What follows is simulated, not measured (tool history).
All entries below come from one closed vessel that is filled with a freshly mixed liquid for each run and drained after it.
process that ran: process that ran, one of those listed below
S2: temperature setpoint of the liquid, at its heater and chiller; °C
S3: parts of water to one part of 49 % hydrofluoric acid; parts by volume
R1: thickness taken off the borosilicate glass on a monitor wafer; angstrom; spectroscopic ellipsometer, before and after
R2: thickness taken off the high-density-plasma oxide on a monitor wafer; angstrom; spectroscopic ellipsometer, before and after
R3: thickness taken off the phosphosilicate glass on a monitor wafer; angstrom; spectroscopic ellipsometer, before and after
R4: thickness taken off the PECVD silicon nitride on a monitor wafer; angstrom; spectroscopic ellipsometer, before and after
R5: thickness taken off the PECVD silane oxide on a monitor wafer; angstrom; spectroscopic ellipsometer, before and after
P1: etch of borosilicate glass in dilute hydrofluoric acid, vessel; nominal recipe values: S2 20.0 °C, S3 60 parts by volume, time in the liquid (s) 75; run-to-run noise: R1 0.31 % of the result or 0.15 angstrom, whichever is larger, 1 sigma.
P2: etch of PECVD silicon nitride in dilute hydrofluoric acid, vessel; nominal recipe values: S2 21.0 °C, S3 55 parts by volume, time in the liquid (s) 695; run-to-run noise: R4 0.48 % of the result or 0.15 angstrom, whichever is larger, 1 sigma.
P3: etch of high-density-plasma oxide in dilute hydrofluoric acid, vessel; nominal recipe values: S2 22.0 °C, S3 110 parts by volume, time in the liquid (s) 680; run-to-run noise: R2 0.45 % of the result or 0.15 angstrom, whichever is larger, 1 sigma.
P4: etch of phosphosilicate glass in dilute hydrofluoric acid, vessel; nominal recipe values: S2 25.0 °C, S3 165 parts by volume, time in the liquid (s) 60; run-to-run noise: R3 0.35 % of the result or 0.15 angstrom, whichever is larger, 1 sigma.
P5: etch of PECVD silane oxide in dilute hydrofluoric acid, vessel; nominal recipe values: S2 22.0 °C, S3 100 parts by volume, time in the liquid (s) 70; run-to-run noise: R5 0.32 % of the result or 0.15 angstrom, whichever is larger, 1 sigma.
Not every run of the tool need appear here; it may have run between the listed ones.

run 1 day=0.458 | process_that_ran=P1 S2=20.0 S3=60 time_in_the_liquid_(s)=75 | R1=354.000
run 2 day=0.883 | process_that_ran=P3 S2=22.0 S3=110 time_in_the_liquid_(s)=680 | R2=285.01
run 3 day=1.342 | process_that_ran=P3 S2=17.0 S3=110 time_in_the_liquid_(s)=680 | R2=232.01
run 4 day=1.650 | process_that_ran=P4 S2=25.0 S3=165 time_in_the_liquid_(s)=60 | R3=429.99
run 5 day=1.850 | process_that_ran=P2 S2=21.0 S3=55 time_in_the_liquid_(s)=75 | R4=32.041
run 6 day=2.162 | process_that_ran=P4 S2=25.0 S3=35 time_in_the_liquid_(s)=60 | R3=2402.40
run 7 day=2.612 | process_that_ran=P1 S2=20.0 S3=105 time_in_the_liquid_(s)=30 | R1=76.698
run 8 day=3.062 | process_that_ran=P1 S2=20.0 S3=90 time_in_the_liquid_(s)=75 | R1=227.370
run 9 day=3.262 | process_that_ran=P5 S2=26.5 S3=100 time_in_the_liquid_(s)=70 | R5=155.380
run 10 day=3.621 | process_that_ran=P1 S2=20.0 S3=60 time_in_the_liquid_(s)=30 | R1=140.660
run 11 day=3.983 | process_that_ran=P1 S2=20.0 S3=60 time_in_the_liquid_(s)=75 | R1=354.690
run 12 day=4.304 | process_that_ran=P4 S2=25.0 S3=165 time_in_the_liquid_(s)=105 | R3=752.13
run 13 day=4.546 | process_that_ran=P1 S2=26.0 S3=60 time_in_the_liquid_(s)=125 | R1=753.140
run 14 day=4.875 | process_that_ran=P1 S2=20.0 S3=20 time_in_the_liquid_(s)=75 | R1=1116.000
run 15 day=5.083 | process_that_ran=P5 S2=22.0 S3=145 time_in_the_liquid_(s)=70 | R5=85.158
run 16 day=5.429 | process_that_ran=P3 S2=22.0 S3=110 time_in_the_liquid_(s)=1330 | R2=563.28
run 17 day=5.750 | process_that_ran=P4 S2=25.0 S3=165 time_in_the_liquid_(s)=60 | R3=429.55
run 18 day=5.950 | process_that_ran=P5 S2=22.0 S3=100 time_in_the_liquid_(s)=70 | R5=129.660
run 19 day=6.212 | process_that_ran=P1 S2=20.0 S3=60 time_in_the_liquid_(s)=75 | R1=352.470
run 20 day=6.446 | process_that_ran=P2 S2=28.5 S3=55 time_in_the_liquid_(s)=695 | R4=488.330
run 21 day=6.717 | process_that_ran=P5 S2=22.0 S3=100 time_in_the_liquid_(s)=30 | R5=55.359

Estimate the outcome of run 22 from the log above:
run 22 day=6.946 | process_that_ran=P4 S2=20.5 S3=165 time_in_the_liquid_(s)=60 | R3=?

Logged for run 22: R3 360.82 angstrom.
